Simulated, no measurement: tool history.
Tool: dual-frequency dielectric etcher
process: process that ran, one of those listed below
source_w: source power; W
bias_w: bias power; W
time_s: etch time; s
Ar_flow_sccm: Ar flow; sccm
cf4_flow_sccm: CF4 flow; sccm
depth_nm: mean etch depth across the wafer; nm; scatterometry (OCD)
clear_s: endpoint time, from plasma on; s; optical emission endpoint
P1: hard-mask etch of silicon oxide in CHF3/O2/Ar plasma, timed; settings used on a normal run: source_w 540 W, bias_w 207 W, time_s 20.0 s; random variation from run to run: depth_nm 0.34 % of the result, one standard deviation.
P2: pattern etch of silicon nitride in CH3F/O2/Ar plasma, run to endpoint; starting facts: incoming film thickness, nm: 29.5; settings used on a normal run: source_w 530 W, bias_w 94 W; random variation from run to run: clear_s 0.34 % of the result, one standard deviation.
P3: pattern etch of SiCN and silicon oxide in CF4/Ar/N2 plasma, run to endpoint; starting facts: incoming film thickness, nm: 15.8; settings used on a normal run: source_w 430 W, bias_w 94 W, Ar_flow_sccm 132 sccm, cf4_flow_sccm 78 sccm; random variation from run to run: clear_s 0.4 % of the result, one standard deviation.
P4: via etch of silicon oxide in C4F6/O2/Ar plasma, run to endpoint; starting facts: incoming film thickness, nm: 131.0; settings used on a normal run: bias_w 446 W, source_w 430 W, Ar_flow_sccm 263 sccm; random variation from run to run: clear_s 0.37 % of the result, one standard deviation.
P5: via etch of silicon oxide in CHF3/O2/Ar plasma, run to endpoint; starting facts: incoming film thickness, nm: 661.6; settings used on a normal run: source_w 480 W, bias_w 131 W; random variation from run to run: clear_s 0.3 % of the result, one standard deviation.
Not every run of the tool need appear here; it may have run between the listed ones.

run	day	process	source_w	bias_w	time_s	Ar_flow_sccm	cf4_flow_sccm	hours since the last wet clean	hours since the last source power generator calibration	hours since the last bias power generator calibration	depth_nm	clear_s
1	0.417	P1	540	207	20.0			460.8	420.1	1242.4	39.302	
2	0.871	P1	540	207	20.0			471.7	431.0	1253.3	39.032	
# day 1.054: source power generator calibrated
3	1.133	P5	480	179				478.0	1.9	1259.6		369.050
4	1.558	P3	430	94		132	97	488.2	12.1	1269.8		17.405
5	1.825	P1	540	207	20.0			494.6	18.5	1276.2	39.361	
6	2.221	P1	540	207	20.0			504.1	28.0	1285.7	39.472	
7	2.471	P1	540	166	20.0			510.1	34.0	1291.7	36.342	
8	2.746	P1	540	207	20.0			516.7	40.6	1298.3	39.276	
9	2.962	P1	770	207	20.0			521.9	45.8	1303.5	44.875	
10	3.300	P1	540	271	27.5			530.0	53.9	1311.6	59.225	
11	3.633	P1	540	207	26.5			538.0	61.9	1319.6	52.217	
12	3.921	P4	550	446		263		544.9	68.8	1326.5		25.923
13	4.300	P1	540	207	14.0			554.0	77.9	1335.6	27.421	
14	4.725	P3	590	94		132	78	564.2	88.1	1345.8		13.554
15	4.938	P1	340	207	20.0			569.3	93.2	1350.9	33.176	
16	5.354	P3	430	56		132	78	579.3	103.2	1360.9		21.540
17	5.733	P1	540	265	20.0			588.4	112.3	1370.0	42.741	
18	6.008	P1	540	207	20.0			595.0	118.9	1376.6	39.067	
19	6.304	P2	350	94				602.1	126.0	1383.7		42.539
20	6.546	P1	540	207	20.0			607.9	131.8	1389.5	38.923	
21	6.833	P5	350	131				614.8	138.7	1396.4		462.370
22	7.154	P4	430	446		263		622.5	146.4	1404.1		28.238
23	7.562	P2	530	57				632.3	156.2	1413.9		43.244
24	7.975	P1	540	165	11.5			642.2	166.1	1423.8	20.875	
25	8.354	P2	530	94				651.3	175.2	1432.9		36.414
26	8.750	P5	480	131				660.8	184.7	1442.4		408.240
27	9.083	P4	430	597		263		668.8	192.7	1450.4		25.521
28	9.379	P3	430	94		132	78	675.9	199.8	1457.5		17.906
29	9.767	P1	540	161	15.0			685.2	209.1	1466.8	26.981	
30	10.017	P4	430	446		176		691.2	215.1	1472.8		27.035
31	10.271	P3	430	94		83	78	697.3	221.2	1478.9		16.910
32	10.508	P1	540	207	20.0			703.0	226.9	1484.6	39.292	
33	10.883	P1	540	207	20.0			712.0	235.9	1493.6	39.002	
34	11.296	P1	540	207	20.0			721.9	245.8	1503.5	38.804	
35	11.662	P1	540	207	20.0			730.7	254.6	1512.3	38.759	
# day 11.679: wet clean of the chamber
36	11.979	P1	540	207	20.0			7.3	262.2	1519.9	38.749	
37	12.304	P1	540	207	20.0			15.1	270.0	1527.7	38.618	
38	12.508	P1	540	207	20.0			20.0	274.9	1532.6	38.653	
39	12.875	P1	540	207	20.0			28.8	283.7	1541.4	38.687	
40	13.233	P1	540	207	20.0			37.4	292.3	1550.0	38.669	
41	13.433	P1	540	207	20.0			42.2	297.1	1554.8	38.451	
42	13.679	P1	540	207	20.0			48.1	303.0	1560.7	38.388	

The output of P1 has drifted from where it used to be. Each of the 2 causes below, taken at the size shown beside it, accounts for the log equally well:
A: source power that arrives under what is set, % = 4.46
B: bias power that arrives under what is set, % = 4.86
The drift started at roughly day 10.508.
All other causes, with the reason each is excluded:
chamber walls in a state that lowers the etch rate, %: serviced after onset, at day 11.679, with no recovery of the prior output

Consider the 4 check runs below, whose results appear as question marks and each of which averages 2 wafers. Which one distinguishes the causes, in that each cause would give it a clearly different result?
check 1	13.925	P5	390	131								?
check 2	13.925	P3	430	72		132	78					?
check 3	13.925	P2	530	71								?
check 4	13.925	P4	430	591		263						?

What every check run would give for each of its results, assuming each possible cause in turn:
check	result	if A	if B
check 1	clear_s	449.080	448.390
check 2	clear_s	20.529	20.065
check 3	clear_s	40.861	40.825
check 4	clear_s	25.950	26.008
Gap, in per cent, between the two causes that each check separates least, read from the result that separates them most: check 1 0.15 %; check 2 2.29 %; check 3 0.09 %; check 4 0.22 %
Of the check runs offered, only check 2 discriminates between the causes; the rest would read about the same regardless of which cause applies.

After running check 2, the following was obtained: clear_s 20.471 s. Which cause does this point to?

A is the cause: source power that arrives under what is set, %.

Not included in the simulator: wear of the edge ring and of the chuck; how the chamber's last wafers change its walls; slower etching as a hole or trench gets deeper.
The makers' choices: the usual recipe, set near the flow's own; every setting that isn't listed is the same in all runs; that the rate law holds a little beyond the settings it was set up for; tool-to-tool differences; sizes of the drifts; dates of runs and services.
